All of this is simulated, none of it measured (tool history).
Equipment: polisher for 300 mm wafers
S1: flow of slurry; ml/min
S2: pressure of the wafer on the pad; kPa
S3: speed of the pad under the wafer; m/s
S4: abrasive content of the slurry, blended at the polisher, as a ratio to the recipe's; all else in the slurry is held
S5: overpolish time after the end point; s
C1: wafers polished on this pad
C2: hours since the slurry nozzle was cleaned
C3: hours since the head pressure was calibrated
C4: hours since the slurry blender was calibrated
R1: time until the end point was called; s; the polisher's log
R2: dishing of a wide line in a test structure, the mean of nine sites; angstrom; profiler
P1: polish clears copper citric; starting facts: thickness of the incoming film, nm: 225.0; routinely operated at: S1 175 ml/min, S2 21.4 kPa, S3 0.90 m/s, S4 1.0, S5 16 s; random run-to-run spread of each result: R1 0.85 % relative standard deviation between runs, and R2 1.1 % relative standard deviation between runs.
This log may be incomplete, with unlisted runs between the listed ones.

Run 1, hour 6.4: S1 175 ml/min, S2 21.4 kPa, S3 0.90 m/s, S4 1.0, S5 16 s; C1 551; C2 487.5; C3 1005.2; C4 166.7. Result: R1 91.671 s, R2 293.23 angstrom.
Run 2, hour 14.1: S1 175 ml/min, S2 21.4 kPa, S3 1.34 m/s, S4 1.0, S5 6 s; C1 616; C2 495.2; C3 1012.9; C4 174.4. Result: R1 61.868 s, R2 167.52 angstrom.
Run 3, hour 21.1: S1 175 ml/min, S2 21.4 kPa, S3 0.90 m/s, S4 1.0, S5 16 s; C1 674; C2 502.2; C3 1019.9; C4 181.4. Result: R1 93.178 s, R2 299.04 angstrom.
Run 4, hour 25.6: S1 175 ml/min, S2 21.4 kPa, S3 1.28 m/s, S4 1.0, S5 16 s; C1 712; C2 506.7; C3 1024.4; C4 185.9. Result: R1 66.290 s, R2 407.15 angstrom.
Run 5, hour 29.9: S1 175 ml/min, S2 21.4 kPa, S3 0.90 m/s, S4 1.0, S5 16 s; C1 747; C2 511.0; C3 1028.7; C4 190.2. Result: R1 91.373 s, R2 295.68 angstrom.
Run 6, hour 34.8: S1 175 ml/min, S2 21.4 kPa, S3 0.90 m/s, S4 1.0, S5 16 s; C1 788; C2 515.9; C3 1033.6; C4 195.1. Result: R1 91.805 s, R2 286.84 angstrom.
Run 7, hour 40.1: S1 260 ml/min, S2 21.4 kPa, S3 0.90 m/s, S4 1.0, S5 16 s; C1 833; C2 521.2; C3 1038.9; C4 200.4. Result: R1 88.428 s, R2 303.24 angstrom.
Run 8, hour 47.3: S1 175 ml/min, S2 21.4 kPa, S3 0.90 m/s, S4 0.5, S5 16 s; C1 893; C2 528.4; C3 1046.1; C4 207.6. Result: R1 107.520 s, R2 256.42 angstrom.
Run 9, hour 52.3: S1 250 ml/min, S2 21.4 kPa, S3 0.90 m/s, S4 1.0, S5 31 s; C1 934; C2 533.4; C3 1051.1; C4 212.6. Result: R1 88.320 s, R2 546.82 angstrom.
Run 10, hour 56.0: S1 175 ml/min, S2 31.0 kPa, S3 0.90 m/s, S4 1.0, S5 16 s; C1 965; C2 537.1; C3 1054.8; C4 216.3. Result: R1 63.584 s, R2 410.25 angstrom.
Run 11, hour 63.7: S1 175 ml/min, S2 21.4 kPa, S3 0.90 m/s, S4 1.0, S5 30 s; C1 1030; C2 544.8; C3 1062.5; C4 224.0. Result: R1 92.924 s, R2 519.16 angstrom.
Run 12, hour 71.5: S1 105 ml/min, S2 21.4 kPa, S3 0.90 m/s, S4 1.0, S5 16 s; C1 1095; C2 552.6; C3 1070.3; C4 231.8. Result: R1 100.260 s, R2 264.81 angstrom.
Run 13, hour 79.0: S1 175 ml/min, S2 21.4 kPa, S3 0.90 m/s, S4 1.0, S5 6 s; C1 1157; C2 560.1; C3 1077.8; C4 239.3. Result: R1 91.610 s, R2 117.03 angstrom.
Run 14, hour 83.8: S1 175 ml/min, S2 9.7 kPa, S3 0.90 m/s, S4 1.0, S5 16 s; C1 1197; C2 564.9; C3 1082.6; C4 244.1. Result: R1 197.210 s, R2 140.52 angstrom.

Expected results for the next run?
Run 15, hour 91.5: S1 175 ml/min, S2 21.4 kPa, S3 0.46 m/s, S4 1.0, S5 16 s; C1 1262; C2 572.6; C3 1090.3; C4 251.8. Result: R1 ?, R2 ?.

{"run 15": {"R1": 173.97, "R2": 158.91}}
